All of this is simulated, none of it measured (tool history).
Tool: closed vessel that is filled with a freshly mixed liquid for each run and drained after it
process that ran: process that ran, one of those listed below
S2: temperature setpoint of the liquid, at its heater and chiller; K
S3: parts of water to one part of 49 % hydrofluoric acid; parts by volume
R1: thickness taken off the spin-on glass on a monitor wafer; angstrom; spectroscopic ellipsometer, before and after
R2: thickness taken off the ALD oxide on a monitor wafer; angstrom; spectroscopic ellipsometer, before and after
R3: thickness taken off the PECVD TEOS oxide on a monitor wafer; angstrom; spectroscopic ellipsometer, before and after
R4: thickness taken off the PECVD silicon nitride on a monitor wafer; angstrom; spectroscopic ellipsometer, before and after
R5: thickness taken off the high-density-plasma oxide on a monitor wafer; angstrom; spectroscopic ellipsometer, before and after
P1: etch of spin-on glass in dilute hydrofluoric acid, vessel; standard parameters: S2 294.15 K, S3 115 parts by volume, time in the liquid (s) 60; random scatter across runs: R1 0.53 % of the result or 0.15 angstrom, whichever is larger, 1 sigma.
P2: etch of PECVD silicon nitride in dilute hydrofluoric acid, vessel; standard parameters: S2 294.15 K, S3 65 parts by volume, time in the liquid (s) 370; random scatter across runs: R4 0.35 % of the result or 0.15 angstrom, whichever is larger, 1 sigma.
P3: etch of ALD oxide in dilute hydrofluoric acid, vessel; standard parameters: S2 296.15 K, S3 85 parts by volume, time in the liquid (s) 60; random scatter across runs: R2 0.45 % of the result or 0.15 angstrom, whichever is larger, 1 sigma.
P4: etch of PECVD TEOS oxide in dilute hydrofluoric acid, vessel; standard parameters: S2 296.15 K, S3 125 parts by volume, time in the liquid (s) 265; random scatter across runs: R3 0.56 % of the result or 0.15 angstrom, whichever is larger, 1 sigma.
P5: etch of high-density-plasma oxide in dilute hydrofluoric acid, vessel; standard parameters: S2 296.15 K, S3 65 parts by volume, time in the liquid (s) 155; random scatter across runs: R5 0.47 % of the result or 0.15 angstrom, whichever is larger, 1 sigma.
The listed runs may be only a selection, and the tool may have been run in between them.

{"run": 1, "hour": 10.1, "process that ran": "P1", "S2": 294.15, "S3": 115, "time in the liquid (s)": 60, "R1": 153.16}
{"run": 2, "hour": 19.6, "process that ran": "P1", "S2": 298.15, "S3": 115, "time in the liquid (s)": 95, "R1": 286.93}
{"run": 3, "hour": 35.3, "process that ran": "P3", "S2": 296.15, "S3": 30, "time in the liquid (s)": 60, "R2": 481.64}
{"run": 4, "hour": 50.2, "process that ran": "P4", "S2": 296.15, "S3": 220, "time in the liquid (s)": 265, "R3": 294.22}
{"run": 5, "hour": 65.6, "process that ran": "P1", "S2": 294.15, "S3": 185, "time in the liquid (s)": 60, "R1": 88.669}
{"run": 6, "hour": 75.1, "process that ran": "P1", "S2": 294.15, "S3": 115, "time in the liquid (s)": 60, "R1": 155.77}
{"run": 7, "hour": 87.7, "process that ran": "P2", "S2": 294.15, "S3": 100, "time in the liquid (s)": 370, "R4": 51.879}
{"run": 8, "hour": 102.6, "process that ran": "P4", "S2": 290.65, "S3": 125, "time in the liquid (s)": 265, "R3": 458.27}
{"run": 9, "hour": 115.6, "process that ran": "P3", "S2": 296.15, "S3": 85, "time in the liquid (s)": 60, "R2": 158.15}
{"run": 10, "hour": 125.8, "process that ran": "P5", "S2": 296.15, "S3": 65, "time in the liquid (s)": 155, "R5": 119.03}
{"run": 11, "hour": 137.6, "process that ran": "P2", "S2": 298.15, "S3": 65, "time in the liquid (s)": 370, "R4": 103.6}
{"run": 12, "hour": 146.0, "process that ran": "P1", "S2": 294.15, "S3": 115, "time in the liquid (s)": 60, "R1": 155.32}
{"run": 13, "hour": 158.2, "process that ran": "P5", "S2": 292.15, "S3": 65, "time in the liquid (s)": 155, "R5": 101.96}
{"run": 14, "hour": 165.9, "process that ran": "P1", "S2": 299.15, "S3": 115, "time in the liquid (s)": 60, "R1": 188.58}
{"run": 15, "hour": 179.9, "process that ran": "P4", "S2": 296.15, "S3": 125, "time in the liquid (s)": 265, "R3": 576.74}
{"run": 16, "hour": 187.1, "process that ran": "P5", "S2": 296.15, "S3": 65, "time in the liquid (s)": 280, "R5": 214.11}
{"run": 17, "hour": 202.0, "process that ran": "P1", "S2": 294.15, "S3": 45, "time in the liquid (s)": 60, "R1": 429.14}
{"run": 18, "hour": 209.0, "process that ran": "P1", "S2": 294.15, "S3": 115, "time in the liquid (s)": 100, "R1": 257.74}
{"run": 19, "hour": 221.6, "process that ran": "P3", "S2": 292.65, "S3": 85, "time in the liquid (s)": 60, "R2": 137.18}
{"run": 20, "hour": 235.1, "process that ran": "P1", "S2": 294.15, "S3": 115, "time in the liquid (s)": 60, "R1": 154.64}
{"run": 21, "hour": 250.5, "process that ran": "P3", "S2": 296.15, "S3": 85, "time in the liquid (s)": 30, "R2": 78.823}
{"run": 22, "hour": 265.4, "process that ran": "P5", "S2": 296.15, "S3": 65, "time in the liquid (s)": 155, "R5": 118.56}
{"run": 23, "hour": 278.7, "process that ran": "P2", "S2": 294.15, "S3": 65, "time in the liquid (s)": 370, "R4": 78.344}
{"run": 24, "hour": 293.3, "process that ran": "P1", "S2": 290.15, "S3": 115, "time in the liquid (s)": 60, "R1": 131.3}
{"run": 25, "hour": 305.1, "process that ran": "P2", "S2": 294.15, "S3": 65, "time in the liquid (s)": 30, "R4": 6.3559}
{"run": 26, "hour": 316.3, "process that ran": "P5", "S2": 296.15, "S3": 20, "time in the liquid (s)": 155, "R5": 408.27}
{"run": 27, "hour": 327.9, "process that ran": "P4", "S2": 296.15, "S3": 125, "time in the liquid (s)": 105, "R3": 224.77}
{"run": 28, "hour": 340.0, "process that ran": "P3", "S2": 296.15, "S3": 85, "time in the liquid (s)": 60, "R2": 158.3}
{"run": 29, "hour": 351.1, "process that ran": "P1", "S2": 294.15, "S3": 115, "time in the liquid (s)": 30, "R1": 78.09}
{"run": 30, "hour": 364.0, "process that ran": "P1", "S2": 294.15, "S3": 115, "time in the liquid (s)": 60, "R1": 155.2}
{"run": 31, "hour": 371.5, "process that ran": "P4", "S2": 296.15, "S3": 125, "time in the liquid (s)": 265, "R3": 565.6}
{"run": 32, "hour": 385.6, "process that ran": "P2", "S2": 294.15, "S3": 65, "time in the liquid (s)": 370, "R4": 79.118}
{"run": 33, "hour": 396.9, "process that ran": "P1", "S2": 294.15, "S3": 115, "time in the liquid (s)": 60, "R1": 154.7}
{"run": 34, "hour": 407.5, "process that ran": "P1", "S2": 294.15, "S3": 115, "time in the liquid (s)": 60, "R1": 147.74}
{"run": 35, "hour": 415.2, "process that ran": "P1", "S2": 294.15, "S3": 115, "time in the liquid (s)": 60, "R1": 146.15}
{"run": 36, "hour": 423.9, "process that ran": "P1", "S2": 294.15, "S3": 115, "time in the liquid (s)": 60, "R1": 145.57}
{"run": 37, "hour": 433.7, "process that ran": "P1", "S2": 294.15, "S3": 115, "time in the liquid (s)": 60, "R1": 142.41}
{"run": 38, "hour": 449.8, "process that ran": "P1", "S2": 294.15, "S3": 115, "time in the liquid (s)": 60, "R1": 143.23}
{"run": 39, "hour": 460.8, "process that ran": "P1", "S2": 294.15, "S3": 115, "time in the liquid (s)": 60, "R1": 140.92}

Something has made what P1 gives creep away from where it was; the 2 causes below, each at its own stated size, fit the log equally well:
A: hydrofluoric acid flow below the setpoint (%) = 7.52
B: liquid colder than its thermometer reads (K) = 2.18
Creep in the process output first set in at about hour 396.9.

Which of the 4 check runs listed below separates the causes, so that each cause would produce a clearly different result? Each run uses one wafer, and its results are marked with question marks.
{"run": "check 1", "hour": 471.8, "process that ran": "P5", "S2": 296.15, "S3": 65, "time in the liquid (s)": 155, "R5": "?"}
{"run": "check 2", "hour": 471.8, "process that ran": "P2", "S2": 294.15, "S3": 65, "time in the liquid (s)": 370, "R4": "?"}
{"run": "check 3", "hour": 471.8, "process that ran": "P4", "S2": 296.15, "S3": 125, "time in the liquid (s)": 265, "R3": "?"}
{"run": "check 4", "hour": 471.8, "process that ran": "P3", "S2": 296.15, "S3": 85, "time in the liquid (s)": 60, "R2": "?"}

What each check would give under each cause:
check=check_1 result=R5 if_A=109.75 if_B=109.17
check=check_2 result=R4 if_A=73.0070 if_B=67.7890
check=check_3 result=R3 if_A=522.82 if_B=524.53
check=check_4 result=R2 if_A=145.030 if_B=144.690
Separation of the two closest causes in each check, using whichever result separates them best: check 1 0.53 %; check 2 7.42 %; check 3 0.33 %; check 4 0.23 %
Only check 2 tells the causes apart: in the others they would give nearly the same result.

After running check 2, the following was obtained: R4 72.8590 angstrom. Which cause does this point to?

It is A: hydrofluoric acid flow below the setpoint (%).
